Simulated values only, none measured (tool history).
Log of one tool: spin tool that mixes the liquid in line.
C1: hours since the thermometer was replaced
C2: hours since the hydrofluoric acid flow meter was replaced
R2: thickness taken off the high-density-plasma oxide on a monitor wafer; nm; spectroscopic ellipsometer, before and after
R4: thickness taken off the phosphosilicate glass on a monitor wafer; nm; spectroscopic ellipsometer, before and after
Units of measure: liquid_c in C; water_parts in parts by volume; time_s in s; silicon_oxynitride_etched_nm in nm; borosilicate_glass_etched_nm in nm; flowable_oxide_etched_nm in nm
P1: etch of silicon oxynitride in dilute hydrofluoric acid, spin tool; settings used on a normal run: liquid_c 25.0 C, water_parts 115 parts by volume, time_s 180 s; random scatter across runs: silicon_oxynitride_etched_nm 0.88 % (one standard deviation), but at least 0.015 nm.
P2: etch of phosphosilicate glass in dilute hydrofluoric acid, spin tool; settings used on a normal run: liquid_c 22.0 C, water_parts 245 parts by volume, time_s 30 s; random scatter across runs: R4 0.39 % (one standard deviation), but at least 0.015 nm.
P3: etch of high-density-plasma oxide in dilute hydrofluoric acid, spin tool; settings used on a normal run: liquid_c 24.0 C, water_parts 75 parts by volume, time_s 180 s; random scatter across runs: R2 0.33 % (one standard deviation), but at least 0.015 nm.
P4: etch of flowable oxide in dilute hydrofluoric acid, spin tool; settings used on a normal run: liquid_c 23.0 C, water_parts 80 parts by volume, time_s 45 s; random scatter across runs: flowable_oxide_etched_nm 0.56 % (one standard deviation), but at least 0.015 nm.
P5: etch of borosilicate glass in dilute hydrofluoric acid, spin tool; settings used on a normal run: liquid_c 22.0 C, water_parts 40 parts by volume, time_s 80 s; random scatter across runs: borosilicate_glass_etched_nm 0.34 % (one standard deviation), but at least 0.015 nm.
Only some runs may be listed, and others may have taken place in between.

run 1 day=0.404 | process=P1 liquid_c=25.0 water_parts=115 time_s=180 | C1=410.3 C2=1008.6 | silicon_oxynitride_etched_nm=2.3315
run 2 day=0.942 | process=P1 liquid_c=25.0 water_parts=115 time_s=180 | C1=423.2 C2=1021.5 | silicon_oxynitride_etched_nm=2.3766
run 3 day=1.312 | process=P3 liquid_c=24.0 water_parts=75 time_s=45 | C1=432.1 C2=1030.4 | R2=3.2990
run 4 day=1.796 | process=P5 liquid_c=17.0 water_parts=40 time_s=80 | C1=443.7 C2=1042.0 | borosilicate_glass_etched_nm=31.676
run 5 day=2.192 | process=P1 liquid_c=25.0 water_parts=115 time_s=70 | C1=453.2 C2=1051.5 | silicon_oxynitride_etched_nm=0.9350
run 6 day=2.779 | process=P2 liquid_c=22.0 water_parts=245 time_s=30 | C1=467.3 C2=1065.6 | R4=10.3550
run 7 day=3.392 | process=P4 liquid_c=23.0 water_parts=110 time_s=45 | C1=482.0 C2=1080.3 | flowable_oxide_etched_nm=15.946
run 8 day=3.804 | process=P1 liquid_c=25.0 water_parts=170 time_s=180 | C1=491.9 C2=1090.2 | silicon_oxynitride_etched_nm=1.5284
run 9 day=4.333 | process=P4 liquid_c=23.0 water_parts=80 time_s=65 | C1=504.6 C2=1102.9 | flowable_oxide_etched_nm=32.961
run 10 day=4.896 | process=P1 liquid_c=25.0 water_parts=115 time_s=180 | C1=518.1 C2=1116.4 | silicon_oxynitride_etched_nm=2.3683
run 11 day=5.342 | process=P1 liquid_c=17.0 water_parts=115 time_s=285 | C1=528.8 C2=1127.1 | silicon_oxynitride_etched_nm=2.5262
run 12 day=6.008 | process=P1 liquid_c=25.0 water_parts=115 time_s=180 | C1=544.8 C2=1143.1 | silicon_oxynitride_etched_nm=2.3337
-- day=6.362 thermometer replaced
run 13 day=6.746 | process=P1 liquid_c=25.0 water_parts=115 time_s=340 | C1=9.2 C2=1160.8 | silicon_oxynitride_etched_nm=4.3820
run 14 day=7.479 | process=P3 liquid_c=17.0 water_parts=75 time_s=180 | C1=26.8 C2=1178.4 | R2=9.8657
run 15 day=7.954 | process=P3 liquid_c=24.0 water_parts=75 time_s=180 | C1=38.2 C2=1189.8 | R2=13.1660
run 16 day=8.512 | process=P3 liquid_c=24.0 water_parts=125 time_s=180 | C1=51.6 C2=1203.2 | R2=7.4106
run 17 day=9.125 | process=P1 liquid_c=25.0 water_parts=20 time_s=180 | C1=66.3 C2=1217.9 | silicon_oxynitride_etched_nm=14.6910
run 18 day=9.800 | process=P5 liquid_c=22.0 water_parts=40 time_s=155 | C1=82.5 C2=1234.1 | borosilicate_glass_etched_nm=76.159
run 19 day=10.283 | process=P4 liquid_c=17.0 water_parts=80 time_s=45 | C1=94.1 C2=1245.7 | flowable_oxide_etched_nm=17.776
run 20 day=10.812 | process=P1 liquid_c=30.0 water_parts=115 time_s=180 | C1=106.8 C2=1258.4 | silicon_oxynitride_etched_nm=2.9509
-- day=11.208 hydrofluoric acid flow meter replaced
run 21 day=11.542 | process=P1 liquid_c=18.5 water_parts=115 time_s=180 | C1=124.3 C2=8.1 | silicon_oxynitride_etched_nm=1.6863
run 22 day=12.300 | process=P5 liquid_c=22.0 water_parts=60 time_s=80 | C1=142.5 C2=26.3 | borosilicate_glass_etched_nm=25.632
run 23 day=13.108 | process=P2 liquid_c=17.0 water_parts=245 time_s=30 | C1=161.9 C2=45.7 | R4=8.5634
run 24 day=13.888 | process=P5 liquid_c=22.0 water_parts=40 time_s=80 | C1=180.6 C2=64.4 | borosilicate_glass_etched_nm=39.511
run 25 day=14.642 | process=P5 liquid_c=22.0 water_parts=40 time_s=80 | C1=198.7 C2=82.5 | borosilicate_glass_etched_nm=39.590
run 26 day=15.388 | process=P1 liquid_c=25.0 water_parts=115 time_s=180 | C1=216.6 C2=100.4 | silicon_oxynitride_etched_nm=2.3238
run 27 day=15.946 | process=P3 liquid_c=24.0 water_parts=75 time_s=180 | C1=230.0 C2=113.8 | R2=13.1210
run 28 day=16.646 | process=P2 liquid_c=22.0 water_parts=245 time_s=50 | C1=246.8 C2=130.6 | R4=17.3230
run 29 day=17.021 | process=P4 liquid_c=23.0 water_parts=80 time_s=45 | C1=255.8 C2=139.6 | flowable_oxide_etched_nm=22.790
run 30 day=17.817 | process=P1 liquid_c=25.0 water_parts=115 time_s=180 | C1=274.9 C2=158.7 | silicon_oxynitride_etched_nm=2.3566
run 31 day=18.358 | process=P2 liquid_c=22.0 water_parts=245 time_s=30 | C1=287.9 C2=171.7 | R4=10.3750
run 32 day=18.729 | process=P2 liquid_c=22.0 water_parts=360 time_s=30 | C1=296.8 C2=180.6 | R4=6.3219
run 33 day=19.392 | process=P1 liquid_c=25.0 water_parts=115 time_s=180 | C1=312.7 C2=196.5 | silicon_oxynitride_etched_nm=2.3064
run 34 day=20.146 | process=P1 liquid_c=25.0 water_parts=115 time_s=180 | C1=330.8 C2=214.6 | silicon_oxynitride_etched_nm=2.5002
run 35 day=20.950 | process=P1 liquid_c=25.0 water_parts=115 time_s=180 | C1=350.1 C2=233.9 | silicon_oxynitride_etched_nm=2.5682
run 36 day=21.375 | process=P1 liquid_c=25.0 water_parts=115 time_s=180 | C1=360.3 C2=244.1 | silicon_oxynitride_etched_nm=2.5222
run 37 day=21.900 | process=P1 liquid_c=25.0 water_parts=115 time_s=180 | C1=372.9 C2=256.7 | silicon_oxynitride_etched_nm=2.5318
run 38 day=22.300 | process=P1 liquid_c=25.0 water_parts=115 time_s=180 | C1=382.5 C2=266.3 | silicon_oxynitride_etched_nm=2.5528
run 39 day=22.992 | process=P1 liquid_c=25.0 water_parts=115 time_s=180 | C1=399.1 C2=282.9 | silicon_oxynitride_etched_nm=2.5846
run 40 day=23.367 | process=P1 liquid_c=25.0 water_parts=115 time_s=180 | C1=408.1 C2=291.9 | silicon_oxynitride_etched_nm=2.5997
run 41 day=23.925 | process=P1 liquid_c=25.0 water_parts=115 time_s=180 | C1=421.5 C2=305.3 | silicon_oxynitride_etched_nm=2.5340
run 42 day=24.404 | process=P1 liquid_c=25.0 water_parts=115 time_s=180 | C1=433.0 C2=316.8 | silicon_oxynitride_etched_nm=2.6386

P1 has crept away from where it was. The log is fitted equally well by each of these 2 causes, at the sizes shown:
A: hydrofluoric acid flow above the setpoint (%) = 10.1
B: liquid hotter than its thermometer reads (K) = 2.29
Onset of the creep was near day 19.392.

Consider the 4 single-wafer check runs listed below, results given as question marks: which one distinguishes between the causes by giving clearly different results for each?
run check 1 day=24.883 | process=P2 liquid_c=22.0 water_parts=245 time_s=45 | R4=?
run check 2 day=24.883 | process=P4 liquid_c=17.0 water_parts=80 time_s=45 | flowable_oxide_etched_nm=?
run check 3 day=24.883 | process=P5 liquid_c=22.0 water_parts=40 time_s=150 | borosilicate_glass_etched_nm=?
run check 4 day=24.883 | process=P3 liquid_c=19.5 water_parts=75 time_s=55 | R2=?

Expected result of each check under each candidate cause:
check=check_1 result=R4 if_A=17.4970 if_B=16.8880
check=check_2 result=flowable_oxide_etched_nm if_A=19.769 if_B=19.624
check=check_3 result=borosilicate_glass_etched_nm if_A=81.775 if_B=81.344
check=check_4 result=R2 if_A=3.6988 if_B=3.6654
Gap, in per cent, between the two causes that each check separates least, read from the result that separates them most: check 1 3.55 %; check 2 0.73 %; check 3 0.53 %; check 4 0.91 %
The other checks would show nearly matching results whichever cause is true, so check 1 is the only one that separates the causes.

Running check 1 produced the following: R4 17.5260 nm. Which one of the listed causes fits?

It was cause A: hydrofluoric acid flow above the setpoint (%).
